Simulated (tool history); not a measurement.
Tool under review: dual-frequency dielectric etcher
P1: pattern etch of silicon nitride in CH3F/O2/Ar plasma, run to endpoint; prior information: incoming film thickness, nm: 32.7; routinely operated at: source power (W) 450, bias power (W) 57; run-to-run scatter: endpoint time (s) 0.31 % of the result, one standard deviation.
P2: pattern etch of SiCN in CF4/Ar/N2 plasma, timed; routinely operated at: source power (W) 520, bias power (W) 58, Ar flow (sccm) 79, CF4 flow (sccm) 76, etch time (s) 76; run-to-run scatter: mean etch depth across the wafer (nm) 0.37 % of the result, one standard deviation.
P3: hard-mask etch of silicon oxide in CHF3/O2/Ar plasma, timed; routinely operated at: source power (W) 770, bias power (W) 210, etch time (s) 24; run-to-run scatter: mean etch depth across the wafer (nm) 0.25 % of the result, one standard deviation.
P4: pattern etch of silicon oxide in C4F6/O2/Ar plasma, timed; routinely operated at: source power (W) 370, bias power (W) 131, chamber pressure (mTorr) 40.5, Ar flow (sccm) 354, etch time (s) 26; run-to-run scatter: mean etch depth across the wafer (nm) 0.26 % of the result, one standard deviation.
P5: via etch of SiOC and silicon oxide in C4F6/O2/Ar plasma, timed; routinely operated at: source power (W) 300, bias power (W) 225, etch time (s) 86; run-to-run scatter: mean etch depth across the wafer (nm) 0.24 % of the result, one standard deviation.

run,hour,process that ran,source power (W),bias power (W),Ar flow (sccm),CF4 flow (sccm),etch time (s),chamber pressure (mTorr),hours since the last wet clean,hours since the last source power generator calibration,hours since the last bias power generator calibration,endpoint time (s),mean etch depth across the wafer (nm)
1,12.1,P1,450,57,,,,,245.4,1225.6,1303.4,48.904,
2,27.3,P2,690,58,79,76,76,,260.6,1240.8,1318.6,,89.686
3,34.8,P1,340,57,,,,,268.1,1248.3,1326.1,54.645,
4,48.5,P4,370,131,354,,26,40.5,281.8,1262,1339.8,,68.831
5,60.8,P2,520,58,79,108,76,,294.1,1274.3,1352.1,,73.361
6,74.9,P1,450,57,,,,,308.2,1288.4,1366.2,48.981,
7,90.9,P5,300,225,,,86,,324.2,1304.4,1382.2,,93.134
8,98.2,P3,770,210,,,24,,331.5,1311.7,1389.5,,57.477
9,113.1,P2,520,58,101,76,76,,346.4,1326.6,1404.4,,67.152
10,121.8,P1,300,71,,,,,355.1,1335.3,1413.1,53.205,
11,130.2,P4,370,131,354,,26,40.5,363.5,1343.7,1421.5,,68.549
12,144.3,P5,240,225,,,86,,377.6,1357.8,1435.6,,85.619
13,154.7,P3,770,281,,,24,,388,1368.2,1446,,63.855
14,167.1,P5,300,133,,,86,,400.4,1380.6,1458.4,,78.526
15,178.3,P3,770,210,,,32,,411.6,1391.8,1469.6,,76.755
16,191,P1,450,57,,,,,424.3,1404.5,1482.3,49.064,
17,200.4,P4,240,131,354,,26,40.5,433.7,1413.9,1491.7,,58.114
18,208.3,P1,290,76,,,,,441.6,1421.8,1499.6,52.729,
19,222.1,P2,520,79,79,76,76,,455.4,1435.6,1513.4,,76.786
20,236.9,P2,520,58,79,76,76,,470.2,1450.4,1528.2,,69.485
21,249.4,P1,450,78,,,,,482.7,1462.9,1540.7,44.243,
22,265.4,P1,450,57,,,,,498.7,1478.9,1556.7,48.964,
23,276.5,P1,450,57,,,,,509.8,1490,1567.8,49.028,
24,286.2,P4,370,131,473,,26,40.5,519.5,1499.7,1577.5,,66.409
25,294.9,P1,450,57,,,,,528.2,1508.4,1586.2,49.033,
26,310.5,P4,370,104,354,,26,40.5,543.8,1524,1601.8,,64.371
27,325.7,P2,520,58,79,76,101.5,,559,1539.2,1617,,93.06
28,333.8,P1,450,57,,,,,567.1,1547.3,1625.1,49.261,
29,346.3,P1,590,57,,,,,579.6,1559.8,1637.6,43.98,
30,361.7,P4,370,131,354,,15,40.5,595,1575.2,1653,,39.578
31,371.3,P1,600,35,,,,,604.6,1584.8,1662.6,50.449,
32,380.9,P2,520,58,79,76,76,,614.2,1594.4,1672.2,,69.377
33,391.4,P5,300,225,,,121,,624.7,1604.9,1682.7,,131.47
34,403.6,P4,370,131,354,,26,53,636.9,1617.1,1694.9,,66.668
35,411.9,P3,770,210,,,24,,645.2,1625.4,1703.2,,57.999
36,426.9,P3,530,210,,,24,,660.2,1640.4,1718.2,,50.222
37,440.3,P1,450,45,,,,,673.6,1653.8,1731.6,53.041,
38,453.4,P1,450,57,,,,,686.7,1666.9,1744.7,48.951,
39,462.9,P1,450,57,,,,,696.2,1676.4,1754.2,48.724,
40,474.1,P1,450,57,,,,,707.4,1687.6,1765.4,48.725,
41,486.8,P1,450,57,,,,,720.1,1700.3,1778.1,48.389,
# hour 490.9: wet clean of the chamber
42,498.7,P1,450,57,,,,,7.9,1712.2,1790,48.354,
43,506.1,P1,450,57,,,,,15.3,1719.6,1797.4,48.431,
44,513.8,P1,450,57,,,,,23,1727.3,1805.1,48.378,
45,522.6,P1,450,57,,,,,31.8,1736.1,1813.9,48.394,

What P1 gives has crept away from where it was. These 2 causes fit the log equally well, each at the size given:
A: bias power that arrives over what is set, % = 4.83
B: source power that arrives over what is set, % = 4.01
The drift started at roughly hour 453.4.
The rest of the possible causes, and what rules out each one:
chamber walls in a state that raises the etch rate, %: its service at hour 490.9 followed the start of the drift and did not put the process back to its old value

You are offered 4 check runs, listed below with question marks in place of their results; each one averages 2 wafers. Which run separates the listed causes by giving clearly different results for each?
check 1,531.4,P2,520,58,79,76,76,,,,,,?
check 2,531.4,P4,370,131,354,,26,40.5,,,,,?
check 3,531.4,P5,300,225,,,86,,,,,,?
check 4,531.4,P3,770,210,,,24,,,,,,?

How each check would come out, cause by cause:
check,result,if A,if B
check 1,mean etch depth across the wafer (nm),70.628,72.073
check 2,mean etch depth across the wafer (nm),69.78,69.891
check 3,mean etch depth across the wafer (nm),94.738,94.616
check 4,mean etch depth across the wafer (nm),58.632,58.564
Smallest distance between any two causes, each pair judged by its most separating result, in per cent: check 1 2.03 %; check 2 0.16 %; check 3 0.13 %; check 4 0.12 %
Only in check 1 would the causes give clearly different results; in the remaining checks their results would be nearly the same.

Here is what check 1 returned: mean etch depth across the wafer (nm) 71.922. Which cause is it?

It is B: source power that arrives over what is set, %.

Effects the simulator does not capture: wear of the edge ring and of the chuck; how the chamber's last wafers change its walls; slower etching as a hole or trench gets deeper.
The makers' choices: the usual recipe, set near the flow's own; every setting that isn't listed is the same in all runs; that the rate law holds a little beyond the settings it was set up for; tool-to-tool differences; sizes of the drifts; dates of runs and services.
